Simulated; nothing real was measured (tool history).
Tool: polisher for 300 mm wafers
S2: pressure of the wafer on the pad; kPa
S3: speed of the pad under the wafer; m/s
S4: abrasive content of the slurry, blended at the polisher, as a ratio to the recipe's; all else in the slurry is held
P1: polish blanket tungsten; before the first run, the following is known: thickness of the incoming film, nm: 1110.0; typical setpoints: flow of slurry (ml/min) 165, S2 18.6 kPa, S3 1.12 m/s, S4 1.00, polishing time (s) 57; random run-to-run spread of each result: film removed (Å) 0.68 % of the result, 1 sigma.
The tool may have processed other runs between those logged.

{"run": 1, "day": 0.158, "flow of slurry (ml/min)": 165, "S2": 18.6, "S3": 1.12, "S4": 1.0, "polishing time (s)": 57, "film removed (Å)": 1985.8}
{"run": 2, "day": 0.292, "flow of slurry (ml/min)": 165, "S2": 18.6, "S3": 0.82, "S4": 1.0, "polishing time (s)": 75, "film removed (Å)": 1907.5}
{"run": 3, "day": 0.404, "flow of slurry (ml/min)": 165, "S2": 18.6, "S3": 0.76, "S4": 1.0, "polishing time (s)": 57, "film removed (Å)": 1335.5}
{"run": 4, "day": 0.546, "flow of slurry (ml/min)": 165, "S2": 9.7, "S3": 1.12, "S4": 1.0, "polishing time (s)": 57, "film removed (Å)": 1034.4}
{"run": 5, "day": 0.704, "flow of slurry (ml/min)": 165, "S2": 18.6, "S3": 1.44, "S4": 1.0, "polishing time (s)": 32, "film removed (Å)": 1432.9}
{"run": 6, "day": 0.871, "flow of slurry (ml/min)": 165, "S2": 18.6, "S3": 1.12, "S4": 1.25, "polishing time (s)": 57, "film removed (Å)": 2107.9}
{"run": 7, "day": 0.975, "flow of slurry (ml/min)": 165, "S2": 18.6, "S3": 1.12, "S4": 1.0, "polishing time (s)": 57, "film removed (Å)": 1993.7}
{"run": 8, "day": 1.138, "flow of slurry (ml/min)": 100, "S2": 18.6, "S3": 1.12, "S4": 1.0, "polishing time (s)": 57, "film removed (Å)": 1799.6}
{"run": 9, "day": 1.296, "flow of slurry (ml/min)": 165, "S2": 18.6, "S3": 1.76, "S4": 1.0, "polishing time (s)": 57, "film removed (Å)": 3112.5}
{"run": 10, "day": 1.388, "flow of slurry (ml/min)": 240, "S2": 18.6, "S3": 1.12, "S4": 1.0, "polishing time (s)": 57, "film removed (Å)": 2087.6}
{"run": 11, "day": 1.567, "flow of slurry (ml/min)": 165, "S2": 18.6, "S3": 1.12, "S4": 0.6, "polishing time (s)": 57, "film removed (Å)": 1754.9}
{"run": 12, "day": 1.733, "flow of slurry (ml/min)": 165, "S2": 18.6, "S3": 1.12, "S4": 1.0, "polishing time (s)": 77, "film removed (Å)": 2695.4}
{"run": 13, "day": 1.883, "flow of slurry (ml/min)": 165, "S2": 24.8, "S3": 1.12, "S4": 1.0, "polishing time (s)": 57, "film removed (Å)": 2639.0}
{"run": 14, "day": 2.0, "flow of slurry (ml/min)": 165, "S2": 18.6, "S3": 1.12, "S4": 1.0, "polishing time (s)": 26, "film removed (Å)": 898.02}
{"run": 15, "day": 2.092, "flow of slurry (ml/min)": 165, "S2": 18.6, "S3": 1.38, "S4": 1.0, "polishing time (s)": 89, "film removed (Å)": 3814.9}
{"day": 2.204, "done": "slurry nozzle cleaned"}
{"run": 16, "day": 2.217, "flow of slurry (ml/min)": 165, "S2": 18.6, "S3": 1.12, "S4": 1.0, "polishing time (s)": 57, "film removed (Å)": 1977.0}
{"run": 17, "day": 2.312, "flow of slurry (ml/min)": 165, "S2": 18.6, "S3": 1.12, "S4": 1.0, "polishing time (s)": 57, "film removed (Å)": 1960.5}
{"run": 18, "day": 2.492, "flow of slurry (ml/min)": 165, "S2": 18.6, "S3": 1.12, "S4": 1.0, "polishing time (s)": 57, "film removed (Å)": 1984.4}
{"run": 19, "day": 2.596, "flow of slurry (ml/min)": 165, "S2": 18.6, "S3": 1.12, "S4": 1.0, "polishing time (s)": 57, "film removed (Å)": 1930.7}
{"run": 20, "day": 2.754, "flow of slurry (ml/min)": 165, "S2": 18.6, "S3": 1.12, "S4": 1.0, "polishing time (s)": 57, "film removed (Å)": 1859.7}
{"run": 21, "day": 2.888, "flow of slurry (ml/min)": 165, "S2": 18.6, "S3": 1.12, "S4": 1.0, "polishing time (s)": 57, "film removed (Å)": 1841.9}
{"run": 22, "day": 3.004, "flow of slurry (ml/min)": 165, "S2": 18.6, "S3": 1.12, "S4": 1.0, "polishing time (s)": 57, "film removed (Å)": 1853.5}
{"day": 3.033, "done": "worn pad replaced by a new one"}
{"day": 3.179, "done": "slurry tank refilled with fresh slurry and peroxide"}
{"run": 23, "day": 3.179, "flow of slurry (ml/min)": 165, "S2": 18.6, "S3": 1.12, "S4": 1.0, "polishing time (s)": 57, "film removed (Å)": 1812.2}
{"day": 3.204, "done": "slurry blender recalibrated"}
{"run": 24, "day": 3.342, "flow of slurry (ml/min)": 165, "S2": 18.6, "S3": 1.12, "S4": 1.0, "polishing time (s)": 57, "film removed (Å)": 1803.1}
{"run": 25, "day": 3.467, "flow of slurry (ml/min)": 165, "S2": 18.6, "S3": 1.12, "S4": 1.0, "polishing time (s)": 57, "film removed (Å)": 1774.8}

Compared with where it was, what P1 gives has crept away. Each cause listed below fits the log as well as the rest, at the size given for it:
A: head's pressure below its setpoint, % = 9.29
B: slurry flow missing at the pad, % = 38.6
The process output started creeping at around day 2.492.
Each remaining cause and why it is not a fit:
removal rate lost through wear of the pad, %: serviced at day 3.033, which brought nothing back
abrasive missing from the slurry, %: serviced at day 3.204, which brought nothing back
peroxide lost from the slurry, %: serviced at day 3.179, which brought nothing back

Consider the 4 single-wafer check runs listed below, results given as question marks: which one distinguishes between the causes by giving clearly different results for each?
{"run": "check 1", "day": 3.592, "flow of slurry (ml/min)": 100, "S2": 18.6, "S3": 1.12, "S4": 1.0, "polishing time (s)": 57, "film removed (Å)": "?"}
{"run": "check 2", "day": 3.592, "flow of slurry (ml/min)": 165, "S2": 14.5, "S3": 1.72, "S4": 1.0, "polishing time (s)": 57, "film removed (Å)": "?"}
{"run": "check 3", "day": 3.592, "flow of slurry (ml/min)": 165, "S2": 18.6, "S3": 1.12, "S4": 0.6, "polishing time (s)": 57, "film removed (Å)": "?"}
{"run": "check 4", "day": 3.592, "flow of slurry (ml/min)": 165, "S2": 18.6, "S3": 0.88, "S4": 1.0, "polishing time (s)": 57, "film removed (Å)": "?"}

If the cause were each of the candidates in turn, the checks would give the following:
check=check_1 result=film_removed_(Å) if_A=1626.50 if_B=1541.50
check=check_2 result=film_removed_(Å) if_A=2148.30 if_B=2148.60
check=check_3 result=film_removed_(Å) if_A=1598.80 if_B=1599.00
check=check_4 result=film_removed_(Å) if_A=1413.20 if_B=1413.40
Smallest distance between any two causes, each pair judged by its most separating result, in per cent: check 1 5.37 %; check 2 0.01 %; check 3 0.01 %; check 4 0.01 %
The causes can be told apart only by check 1. The other checks would give nearly the same results under each of them.

With check 1 done, the readings were: film removed (Å) 1551.30. Identify which of the listed causes applies.

It is B: slurry flow missing at the pad, %.
